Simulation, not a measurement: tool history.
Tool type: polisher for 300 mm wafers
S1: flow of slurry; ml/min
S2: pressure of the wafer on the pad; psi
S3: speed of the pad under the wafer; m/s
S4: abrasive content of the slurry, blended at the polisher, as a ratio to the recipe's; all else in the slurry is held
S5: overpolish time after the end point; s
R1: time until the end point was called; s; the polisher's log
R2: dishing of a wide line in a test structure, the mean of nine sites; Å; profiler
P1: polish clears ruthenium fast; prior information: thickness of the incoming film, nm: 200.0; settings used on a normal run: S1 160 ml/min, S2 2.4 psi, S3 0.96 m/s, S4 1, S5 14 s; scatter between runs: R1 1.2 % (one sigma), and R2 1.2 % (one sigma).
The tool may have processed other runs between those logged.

Run 1, hour 13.2: S1 160 ml/min, S2 2.4 psi, S3 0.96 m/s, S4 1, S5 14 s. Result: R1 58.814 s, R2 392.6 Å.
Run 2, hour 24.6: S1 95 ml/min, S2 2.4 psi, S3 0.96 m/s, S4 1, S5 14 s. Result: R1 67.109 s, R2 359.88 Å.
Run 3, hour 38.6: S1 160 ml/min, S2 2.4 psi, S3 0.96 m/s, S4 1, S5 21 s. Result: R1 58.584 s, R2 567.99 Å.
Run 4, hour 48.6: S1 160 ml/min, S2 2.4 psi, S3 1.42 m/s, S4 1, S5 14 s. Result: R1 40.54 s, R2 557.17 Å.
Run 5, hour 64.3: S1 160 ml/min, S2 2.4 psi, S3 0.96 m/s, S4 1, S5 14 s. Result: R1 58.609 s, R2 400.92 Å.
Run 6, hour 81.3: S1 160 ml/min, S2 1.8 psi, S3 0.96 m/s, S4 1, S5 14 s. Result: R1 78.994 s, R2 306.86 Å.
Run 7, hour 94.7: S1 160 ml/min, S2 3.3 psi, S3 0.96 m/s, S4 1, S5 14 s. Result: R1 42.881 s, R2 525.81 Å.
Run 8, hour 104: S1 160 ml/min, S2 2.4 psi, S3 0.96 m/s, S4 1, S5 4 s. Result: R1 59.599 s, R2 119.54 Å.
Run 9, hour 112.4: S1 160 ml/min, S2 2.4 psi, S3 0.96 m/s, S4 1, S5 14 s. Result: R1 59.497 s, R2 397.85 Å.
Run 10, hour 124.5: S1 160 ml/min, S2 2.4 psi, S3 0.96 m/s, S4 1, S5 14 s. Result: R1 59.019 s, R2 407.41 Å.
Run 11, hour 137.1: S1 160 ml/min, S2 2.4 psi, S3 0.96 m/s, S4 1, S5 14 s. Result: R1 58.464 s, R2 405.46 Å.
Run 12, hour 149.8: S1 160 ml/min, S2 2.4 psi, S3 1.28 m/s, S4 1, S5 26 s. Result: R1 43.764 s, R2 857.77 Å.
Run 13, hour 161.1: S1 160 ml/min, S2 2.4 psi, S3 0.96 m/s, S4 1, S5 14 s. Result: R1 59.402 s, R2 395.14 Å.
Run 14, hour 173.1: S1 160 ml/min, S2 2.4 psi, S3 0.96 m/s, S4 1.3, S5 14 s. Result: R1 52.557 s, R2 438.07 Å.
Run 15, hour 188: S1 205 ml/min, S2 2.4 psi, S3 0.96 m/s, S4 1, S5 14 s. Result: R1 57.233 s, R2 412.48 Å.
At hour 198.8: slurry nozzle cleaned.
Run 16, hour 206.6: S1 160 ml/min, S2 2.4 psi, S3 0.62 m/s, S4 1, S5 14 s. Result: R1 92.549 s, R2 263.17 Å.
Run 17, hour 216.9: S1 160 ml/min, S2 2.4 psi, S3 0.96 m/s, S4 0.55, S5 14 s. Result: R1 82.511 s, R2 291.31 Å.
Run 18, hour 230.9: S1 160 ml/min, S2 2.4 psi, S3 0.96 m/s, S4 1, S5 14 s. Result: R1 57.622 s, R2 400.58 Å.
Run 19, hour 241.8: S1 160 ml/min, S2 2.4 psi, S3 0.96 m/s, S4 1, S5 14 s. Result: R1 60.408 s, R2 393.57 Å.
Run 20, hour 256.5: S1 160 ml/min, S2 2.4 psi, S3 0.96 m/s, S4 1, S5 14 s. Result: R1 64.921 s, R2 372.81 Å.
Run 21, hour 267.8: S1 160 ml/min, S2 2.4 psi, S3 0.96 m/s, S4 1, S5 14 s. Result: R1 64.396 s, R2 374.57 Å.
At hour 275.9: slurry blender recalibrated.
Run 22, hour 280.8: S1 160 ml/min, S2 2.4 psi, S3 0.96 m/s, S4 1, S5 14 s. Result: R1 64.279 s, R2 367.21 Å.
Run 23, hour 291.6: S1 160 ml/min, S2 2.4 psi, S3 0.96 m/s, S4 1, S5 14 s. Result: R1 66.357 s, R2 368.6 Å.
At hour 297.9: head pressure recalibrated.
Run 24, hour 303.8: S1 160 ml/min, S2 2.4 psi, S3 0.96 m/s, S4 1, S5 14 s. Result: R1 65.715 s, R2 362.05 Å.
Run 25, hour 312.3: S1 160 ml/min, S2 2.4 psi, S3 0.96 m/s, S4 1, S5 14 s. Result: R1 66.247 s, R2 367.11 Å.
Run 26, hour 329.9: S1 160 ml/min, S2 2.4 psi, S3 0.96 m/s, S4 1, S5 14 s. Result: R1 64.654 s, R2 369.09 Å.
Run 27, hour 339.9: S1 160 ml/min, S2 2.4 psi, S3 0.96 m/s, S4 1, S5 14 s. Result: R1 65.571 s, R2 360.12 Å.

The log shows P1 creeping away from where it was. Any of the 2 causes listed here, at the size stated for it, fits the log just as well as the others:
A: removal rate lost through wear of the pad, % = 9.27
B: slurry flow missing at the pad, % = 37.9
The gradual shift began around hour 230.9.
Excluded causes, each with its reason:
head's pressure below its setpoint, %: serviced after onset, at hour 297.9, with no recovery of the prior output
abrasive missing from the slurry, %: serviced after onset, at hour 275.9, with no recovery of the prior output

Consider the 4 check runs below, whose results appear as question marks and each of which averages 3 wafers. Which one distinguishes the causes, in that each cause would give it a clearly different result?
Run check 1, hour 349.9: S1 160 ml/min, S2 2.4 psi, S3 0.96 m/s, S4 0.65, S5 14 s. Result: R1 ?, R2 ?.
Run check 2, hour 349.9: S1 160 ml/min, S2 2.4 psi, S3 1.16 m/s, S4 1.25, S5 14 s. Result: R1 ?, R2 ?.
Run check 3, hour 349.9: S1 95 ml/min, S2 2.4 psi, S3 0.96 m/s, S4 1, S5 14 s. Result: R1 ?, R2 ?.
Run check 4, hour 349.9: S1 160 ml/min, S2 2.4 psi, S3 0.96 m/s, S4 1.3, S5 14 s. Result: R1 ?, R2 ?.

Outcome of each check run for each possible cause:
  check  result    if A    if B
check 1      R1  81.317  81.305
check 1      R2  297.21  297.25
check 2      R1  49.149  49.142
check 2      R2  469.59  469.65
check 3      R1  72.823  77.016
check 3      R2  329.14  312.57
check 4      R1  58.475  58.467
check 4      R2  402.06  402.11
Per check, the gap between the least separated pair of causes, taken in the result that splits them most: check 1 0.01 %; check 2 0.01 %; check 3 5.6 %; check 4 0.01 %
Check 3 distinguishes between the causes, while the remaining checks would return nearly the same result for all of them.

Check 3 was carried out, with these results: R1 73.117 s; R2 326.16 Å. Which of the listed causes is responsible?

The correct cause is A, namely: removal rate lost through wear of the pad, %.

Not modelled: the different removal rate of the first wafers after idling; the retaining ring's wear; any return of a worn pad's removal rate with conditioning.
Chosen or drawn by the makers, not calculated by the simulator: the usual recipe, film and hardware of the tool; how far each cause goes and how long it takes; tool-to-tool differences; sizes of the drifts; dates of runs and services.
